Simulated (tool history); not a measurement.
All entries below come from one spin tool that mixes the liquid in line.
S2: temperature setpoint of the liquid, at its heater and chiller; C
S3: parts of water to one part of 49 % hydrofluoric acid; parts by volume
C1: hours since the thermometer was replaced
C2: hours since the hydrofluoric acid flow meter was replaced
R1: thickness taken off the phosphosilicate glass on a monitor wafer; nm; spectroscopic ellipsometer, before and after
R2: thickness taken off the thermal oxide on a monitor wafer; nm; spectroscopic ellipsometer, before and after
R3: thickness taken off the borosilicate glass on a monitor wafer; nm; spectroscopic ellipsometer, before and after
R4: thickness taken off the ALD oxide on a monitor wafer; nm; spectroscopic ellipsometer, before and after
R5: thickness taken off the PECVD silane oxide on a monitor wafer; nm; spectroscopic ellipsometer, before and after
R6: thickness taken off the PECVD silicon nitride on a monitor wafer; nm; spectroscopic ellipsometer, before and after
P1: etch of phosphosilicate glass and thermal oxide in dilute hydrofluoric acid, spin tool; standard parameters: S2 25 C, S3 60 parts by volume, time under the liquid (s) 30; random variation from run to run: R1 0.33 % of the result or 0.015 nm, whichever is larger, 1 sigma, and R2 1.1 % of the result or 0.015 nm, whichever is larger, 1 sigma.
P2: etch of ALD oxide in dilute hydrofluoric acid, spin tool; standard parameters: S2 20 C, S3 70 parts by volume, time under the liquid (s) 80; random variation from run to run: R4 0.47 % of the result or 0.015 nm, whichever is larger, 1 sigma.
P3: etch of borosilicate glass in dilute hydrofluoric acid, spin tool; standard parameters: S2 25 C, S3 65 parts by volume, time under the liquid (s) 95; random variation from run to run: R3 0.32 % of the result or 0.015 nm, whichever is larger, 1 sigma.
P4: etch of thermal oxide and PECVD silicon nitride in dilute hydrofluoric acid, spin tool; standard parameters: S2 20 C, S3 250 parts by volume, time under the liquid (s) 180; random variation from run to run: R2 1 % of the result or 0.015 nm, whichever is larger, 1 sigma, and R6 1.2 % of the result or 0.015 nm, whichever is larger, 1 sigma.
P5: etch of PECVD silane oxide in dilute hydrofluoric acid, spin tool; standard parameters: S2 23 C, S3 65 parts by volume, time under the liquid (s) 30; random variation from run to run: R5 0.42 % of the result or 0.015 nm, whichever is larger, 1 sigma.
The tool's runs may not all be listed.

{"run": 1, "day": 0.417, "process that ran": "P1", "S2": 25, "S3": 60, "time under the liquid (s)": 30, "C1": 1173.9, "C2": 614.1, "R1": 106.45, "R2": 2.5134}
{"run": 2, "day": 0.692, "process that ran": "P1", "S2": 25, "S3": 60, "time under the liquid (s)": 15, "C1": 1180.5, "C2": 620.7, "R1": 53.568, "R2": 1.2733}
{"run": 3, "day": 1.1, "process that ran": "P3", "S2": 25, "S3": 20, "time under the liquid (s)": 95, "C1": 1190.3, "C2": 630.5, "R3": 186.71}
{"run": 4, "day": 1.388, "process that ran": "P1", "S2": 25, "S3": 60, "time under the liquid (s)": 30, "C1": 1197.2, "C2": 637.4, "R1": 106.89, "R2": 2.4835}
{"run": 5, "day": 1.667, "process that ran": "P2", "S2": 17, "S3": 70, "time under the liquid (s)": 80, "C1": 1203.9, "C2": 644.1, "R4": 18.122}
{"run": 6, "day": 2.012, "process that ran": "P5", "S2": 23, "S3": 35, "time under the liquid (s)": 30, "C1": 1212.2, "C2": 652.4, "R5": 28.881}
{"run": 7, "day": 2.312, "process that ran": "P1", "S2": 31.5, "S3": 60, "time under the liquid (s)": 30, "C1": 1219.4, "C2": 659.6, "R1": 138.97, "R2": 3.283}
{"run": 8, "day": 2.708, "process that ran": "P1", "S2": 25, "S3": 60, "time under the liquid (s)": 30, "C1": 1228.9, "C2": 669.1, "R1": 106.85, "R2": 2.4936}
{"run": 9, "day": 2.908, "process that ran": "P4", "S2": 20, "S3": 250, "time under the liquid (s)": 75, "C1": 1233.7, "C2": 673.9, "R2": 1.1312, "R6": 0.73708}
{"run": 10, "day": 3.283, "process that ran": "P3", "S2": 33, "S3": 65, "time under the liquid (s)": 95, "C1": 1242.7, "C2": 682.9, "R3": 74.286}
{"run": 11, "day": 3.604, "process that ran": "P3", "S2": 25, "S3": 65, "time under the liquid (s)": 20, "C1": 1250.4, "C2": 690.6, "R3": 11.471}
{"run": 12, "day": 3.812, "process that ran": "P1", "S2": 25, "S3": 60, "time under the liquid (s)": 30, "C1": 1255.4, "C2": 695.6, "R1": 106.84, "R2": 2.4962}
{"run": 13, "day": 4.233, "process that ran": "P4", "S2": 20, "S3": 440, "time under the liquid (s)": 180, "C1": 1265.5, "C2": 705.7, "R2": 1.2586, "R6": 1.0439}
{"day": 4.288, "done": "thermometer replaced"}
{"run": 14, "day": 4.525, "process that ran": "P1", "S2": 25, "S3": 60, "time under the liquid (s)": 30, "C1": 5.7, "C2": 712.7, "R1": 107.66, "R2": 2.461}
{"run": 15, "day": 4.95, "process that ran": "P1", "S2": 25, "S3": 30, "time under the liquid (s)": 60, "C1": 15.9, "C2": 722.9, "R1": 443.08, "R2": 10.433}
{"run": 16, "day": 5.262, "process that ran": "P2", "S2": 20, "S3": 70, "time under the liquid (s)": 80, "C1": 23.4, "C2": 730.4, "R4": 20.545}
{"run": 17, "day": 5.542, "process that ran": "P3", "S2": 25, "S3": 65, "time under the liquid (s)": 95, "C1": 30.1, "C2": 737.1, "R3": 54.153}
{"run": 18, "day": 5.892, "process that ran": "P4", "S2": 20, "S3": 250, "time under the liquid (s)": 180, "C1": 38.5, "C2": 745.5, "R2": 2.5943, "R6": 1.8045}
{"run": 19, "day": 6.196, "process that ran": "P1", "S2": 17.5, "S3": 60, "time under the liquid (s)": 50, "C1": 45.8, "C2": 752.8, "R1": 131.17, "R2": 3.0319}
{"run": 20, "day": 6.475, "process that ran": "P5", "S2": 31, "S3": 65, "time under the liquid (s)": 30, "C1": 52.5, "C2": 759.5, "R5": 20.327}
{"run": 21, "day": 6.858, "process that ran": "P2", "S2": 20, "S3": 70, "time under the liquid (s)": 145, "C1": 61.7, "C2": 768.7, "R4": 37.078}
{"run": 22, "day": 7.117, "process that ran": "P1", "S2": 25, "S3": 60, "time under the liquid (s)": 45, "C1": 67.9, "C2": 774.9, "R1": 160.59, "R2": 3.715}
{"run": 23, "day": 7.542, "process that ran": "P2", "S2": 20, "S3": 20, "time under the liquid (s)": 80, "C1": 78.1, "C2": 785.1, "R4": 76.41}
{"run": 24, "day": 7.783, "process that ran": "P3", "S2": 25, "S3": 65, "time under the liquid (s)": 95, "C1": 83.9, "C2": 790.9, "R3": 54.384}

Run 25 is up next; what results do you expect?
{"run": 25, "day": 8.15, "process that ran": "P1", "S2": 19.5, "S3": 60, "time under the liquid (s)": 30, "C1": 92.7, "C2": 799.7, "R1": "?", "R2": "?"}

{"run 25": {"R1": 85.052, "R2": 2.0039}}

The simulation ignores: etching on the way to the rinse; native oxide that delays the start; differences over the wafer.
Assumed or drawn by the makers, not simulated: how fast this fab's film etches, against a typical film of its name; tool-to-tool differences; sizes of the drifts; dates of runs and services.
